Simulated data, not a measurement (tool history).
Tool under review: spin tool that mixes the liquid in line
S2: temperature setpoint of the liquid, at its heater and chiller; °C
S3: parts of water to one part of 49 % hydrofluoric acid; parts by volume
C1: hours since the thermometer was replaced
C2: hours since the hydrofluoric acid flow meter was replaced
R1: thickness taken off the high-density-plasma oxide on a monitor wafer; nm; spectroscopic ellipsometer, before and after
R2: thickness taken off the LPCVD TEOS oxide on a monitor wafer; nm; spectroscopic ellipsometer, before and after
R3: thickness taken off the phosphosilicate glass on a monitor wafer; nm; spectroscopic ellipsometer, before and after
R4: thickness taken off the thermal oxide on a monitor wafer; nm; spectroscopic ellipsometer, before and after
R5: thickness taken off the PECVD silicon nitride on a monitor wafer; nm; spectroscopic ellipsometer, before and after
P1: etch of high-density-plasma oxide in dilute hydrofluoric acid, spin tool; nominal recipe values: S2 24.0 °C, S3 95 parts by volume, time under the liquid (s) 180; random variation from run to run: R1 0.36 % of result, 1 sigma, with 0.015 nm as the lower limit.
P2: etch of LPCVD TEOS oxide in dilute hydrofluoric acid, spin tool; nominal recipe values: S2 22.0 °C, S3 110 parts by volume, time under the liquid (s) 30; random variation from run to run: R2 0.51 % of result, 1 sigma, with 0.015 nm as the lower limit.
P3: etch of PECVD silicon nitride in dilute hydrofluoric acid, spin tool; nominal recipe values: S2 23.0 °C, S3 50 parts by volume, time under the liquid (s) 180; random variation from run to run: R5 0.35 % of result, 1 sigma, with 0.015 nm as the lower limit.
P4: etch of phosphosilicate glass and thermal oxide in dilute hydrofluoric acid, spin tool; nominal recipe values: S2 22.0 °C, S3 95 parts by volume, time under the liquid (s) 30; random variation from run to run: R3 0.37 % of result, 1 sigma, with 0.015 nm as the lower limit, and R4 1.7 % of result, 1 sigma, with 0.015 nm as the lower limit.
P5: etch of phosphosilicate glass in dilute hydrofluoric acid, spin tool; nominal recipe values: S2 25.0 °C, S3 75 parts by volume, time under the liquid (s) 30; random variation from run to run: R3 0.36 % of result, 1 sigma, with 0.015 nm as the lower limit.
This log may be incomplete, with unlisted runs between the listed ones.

Run 1, hour 5.1: process that ran P1, S2 24.0 °C, S3 95 parts by volume, time under the liquid (s) 180; C1 1367.6; C2 428.3. Result: R1 9.9938 nm.
Run 2, hour 14.8: process that ran P2, S2 22.0 °C, S3 110 parts by volume, time under the liquid (s) 15; C1 1377.3; C2 438.0. Result: R2 3.2902 nm.
Run 3, hour 20.3: process that ran P1, S2 19.0 °C, S3 95 parts by volume, time under the liquid (s) 180; C1 1382.8; C2 443.5. Result: R1 8.2353 nm.
Run 4, hour 29.1: process that ran P1, S2 24.0 °C, S3 95 parts by volume, time under the liquid (s) 80; C1 1391.6; C2 452.3. Result: R1 4.4411 nm.
Run 5, hour 36.3: process that ran P1, S2 24.0 °C, S3 95 parts by volume, time under the liquid (s) 180; C1 1398.8; C2 459.5. Result: R1 10.0620 nm.
Run 6, hour 44.6: process that ran P1, S2 27.5 °C, S3 95 parts by volume, time under the liquid (s) 180; C1 1407.1; C2 467.8. Result: R1 11.4950 nm.
Run 7, hour 52.2: process that ran P5, S2 25.0 °C, S3 75 parts by volume, time under the liquid (s) 30; C1 1414.7; C2 475.4. Result: R3 43.003 nm.
Run 8, hour 59.2: process that ran P2, S2 22.0 °C, S3 110 parts by volume, time under the liquid (s) 30; C1 1421.7; C2 482.4. Result: R2 6.5632 nm.
Run 9, hour 68.8: process that ran P1, S2 24.0 °C, S3 95 parts by volume, time under the liquid (s) 180; C1 1431.3; C2 492.0. Result: R1 10.0260 nm.
Run 10, hour 75.8: process that ran P4, S2 22.0 °C, S3 95 parts by volume, time under the liquid (s) 30; C1 1438.3; C2 499.0. Result: R3 50.331 nm, R4 1.45930 nm.
Run 11, hour 82.0: process that ran P4, S2 22.0 °C, S3 95 parts by volume, time under the liquid (s) 60; C1 1444.5; C2 505.2. Result: R3 100.130 nm, R4 2.93520 nm.
Run 12, hour 87.8: process that ran P5, S2 25.0 °C, S3 75 parts by volume, time under the liquid (s) 30; C1 1450.3; C2 511.0. Result: R3 43.200 nm.
At hour 88.8: hydrofluoric acid flow meter replaced.
Run 13, hour 99.3: process that ran P1, S2 24.0 °C, S3 95 parts by volume, time under the liquid (s) 180; C1 1461.8; C2 10.5. Result: R1 10.0060 nm.
Run 14, hour 109.5: process that ran P1, S2 24.0 °C, S3 95 parts by volume, time under the liquid (s) 180; C1 1472.0; C2 20.7. Result: R1 10.0420 nm.
Run 15, hour 116.7: process that ran P3, S2 23.0 °C, S3 20 parts by volume, time under the liquid (s) 180; C1 1479.2; C2 27.9. Result: R5 22.1660 nm.
Run 16, hour 123.3: process that ran P1, S2 27.5 °C, S3 160 parts by volume, time under the liquid (s) 180; C1 1485.8; C2 34.5. Result: R1 6.2723 nm.
Run 17, hour 128.5: process that ran P1, S2 24.0 °C, S3 95 parts by volume, time under the liquid (s) 180; C1 1491.0; C2 39.7. Result: R1 10.0820 nm.
Run 18, hour 134.1: process that ran P1, S2 24.0 °C, S3 95 parts by volume, time under the liquid (s) 295; C1 1496.6; C2 45.3. Result: R1 16.5550 nm.
Run 19, hour 142.4: process that ran P3, S2 23.0 °C, S3 50 parts by volume, time under the liquid (s) 330; C1 1504.9; C2 53.6. Result: R5 16.8150 nm.
Run 20, hour 149.8: process that ran P1, S2 31.5 °C, S3 95 parts by volume, time under the liquid (s) 65; C1 1512.3; C2 61.0. Result: R1 4.8949 nm.
Run 21, hour 161.3: process that ran P1, S2 18.0 °C, S3 95 parts by volume, time under the liquid (s) 310; C1 1523.8; C2 72.5. Result: R1 13.4540 nm.
Run 22, hour 170.9: process that ran P1, S2 24.0 °C, S3 175 parts by volume, time under the liquid (s) 180; C1 1533.4; C2 82.1. Result: R1 4.9803 nm.
Run 23, hour 182.1: process that ran P3, S2 30.0 °C, S3 50 parts by volume, time under the liquid (s) 180; C1 1544.6; C2 93.3. Result: R5 14.6030 nm.
Run 24, hour 191.2: process that ran P4, S2 17.0 °C, S3 95 parts by volume, time under the liquid (s) 30; C1 1553.7; C2 102.4. Result: R3 40.732 nm, R4 1.21180 nm.
Run 25, hour 196.9: process that ran P2, S2 22.0 °C, S3 110 parts by volume, time under the liquid (s) 30; C1 1559.4; C2 108.1. Result: R2 6.5800 nm.
Run 26, hour 206.8: process that ran P4, S2 22.0 °C, S3 95 parts by volume, time under the liquid (s) 30; C1 1569.3; C2 118.0. Result: R3 49.818 nm, R4 1.50300 nm.
Run 27, hour 217.9: process that ran P5, S2 25.0 °C, S3 115 parts by volume, time under the liquid (s) 30; C1 1580.4; C2 129.1. Result: R3 26.658 nm.
Run 28, hour 225.0: process that ran P5, S2 25.0 °C, S3 75 parts by volume, time under the liquid (s) 15; C1 1587.5; C2 136.2. Result: R3 21.510 nm.
Run 29, hour 231.8: process that ran P3, S2 23.0 °C, S3 50 parts by volume, time under the liquid (s) 180; C1 1594.3; C2 143.0. Result: R5 9.1783 nm.
Run 30, hour 237.8: process that ran P5, S2 17.5 °C, S3 75 parts by volume, time under the liquid (s) 30; C1 1600.3; C2 149.0. Result: R3 31.483 nm.
Run 31, hour 249.3: process that ran P2, S2 22.0 °C, S3 60 parts by volume, time under the liquid (s) 30; C1 1611.8; C2 160.5. Result: R2 12.9320 nm.
Run 32, hour 256.3: process that ran P2, S2 17.5 °C, S3 110 parts by volume, time under the liquid (s) 30; C1 1618.8; C2 167.5. Result: R2 5.4894 nm.
Run 33, hour 267.6: process that ran P4, S2 22.0 °C, S3 165 parts by volume, time under the liquid (s) 30; C1 1630.1; C2 178.8. Result: R3 26.598 nm, R4 0.78132 nm.
Run 34, hour 276.7: process that ran P1, S2 24.0 °C, S3 30 parts by volume, time under the liquid (s) 180; C1 1639.2; C2 187.9. Result: R1 34.7350 nm.
Run 35, hour 284.1: process that ran P1, S2 24.0 °C, S3 95 parts by volume, time under the liquid (s) 180; C1 1646.6; C2 195.3. Result: R1 9.9484 nm.
Run 36, hour 291.5: process that ran P1, S2 24.0 °C, S3 95 parts by volume, time under the liquid (s) 180; C1 1654.0; C2 202.7. Result: R1 9.8133 nm.
Run 37, hour 298.7: process that ran P1, S2 24.0 °C, S3 95 parts by volume, time under the liquid (s) 180; C1 1661.2; C2 209.9. Result: R1 9.5713 nm.
Run 38, hour 305.9: process that ran P1, S2 24.0 °C, S3 95 parts by volume, time under the liquid (s) 180; C1 1668.4; C2 217.1. Result: R1 9.5655 nm.
Run 39, hour 317.7: process that ran P1, S2 24.0 °C, S3 95 parts by volume, time under the liquid (s) 180; C1 1680.2; C2 228.9. Result: R1 9.4302 nm.
Run 40, hour 323.8: process that ran P1, S2 24.0 °C, S3 95 parts by volume, time under the liquid (s) 180; C1 1686.3; C2 235.0. Result: R1 9.4148 nm.
Run 41, hour 330.5: process that ran P1, S2 24.0 °C, S3 95 parts by volume, time under the liquid (s) 180; C1 1693.0; C2 241.7. Result: R1 9.3926 nm.
Run 42, hour 342.3: process that ran P1, S2 24.0 °C, S3 95 parts by volume, time under the liquid (s) 180; C1 1704.8; C2 253.5. Result: R1 9.3609 nm.
Run 43, hour 347.8: process that ran P1, S2 24.0 °C, S3 95 parts by volume, time under the liquid (s) 180; C1 1710.3; C2 259.0. Result: R1 9.4084 nm.

P1 has crept away from where it was. The log is fitted equally well by each of these 2 causes, at the sizes shown:
A: hydrofluoric acid flow below the setpoint (%) = 5.8
B: liquid colder than its thermometer reads (K) = 1.67
At approximately hour 284.1, the process output began to creep.

Question marks stand in for the results of the 4 check runs listed below, each run on one wafer. Under which run would the listed causes show clearly different results?
Run check 1, hour 353.3: process that ran P3, S2 23.0 °C, S3 50 parts by volume, time under the liquid (s) 180. Result: R5 ?.
Run check 2, hour 353.3: process that ran P4, S2 22.0 °C, S3 95 parts by volume, time under the liquid (s) 30. Result: R3 ?, R4 ?.
Run check 3, hour 353.3: process that ran P2, S2 22.0 °C, S3 110 parts by volume, time under the liquid (s) 30. Result: R2 ?.
Run check 4, hour 353.3: process that ran P5, S2 25.0 °C, S3 75 parts by volume, time under the liquid (s) 30. Result: R3 ?.

What every check run would give for each of its results, assuming each possible cause in turn:
  check  result     if A     if B
check 1      R5   8.6431   8.1746
check 2      R3   46.754   46.685
check 2      R4  1.37300  1.37100
check 3      R2   6.1956   6.1961
check 4      R3   40.285   40.224
Separation of the two closest causes in each check, using whichever result separates them best: check 1 5.57 %; check 2 0.15 %; check 3 0.01 %; check 4 0.15 %
Only in check 1 would the causes give clearly different results; in the remaining checks their results would be nearly the same.

The results of check 1 are: R5 8.6661 nm. Based on these, which of the listed causes is it?

The cause is A: hydrofluoric acid flow below the setpoint (%).
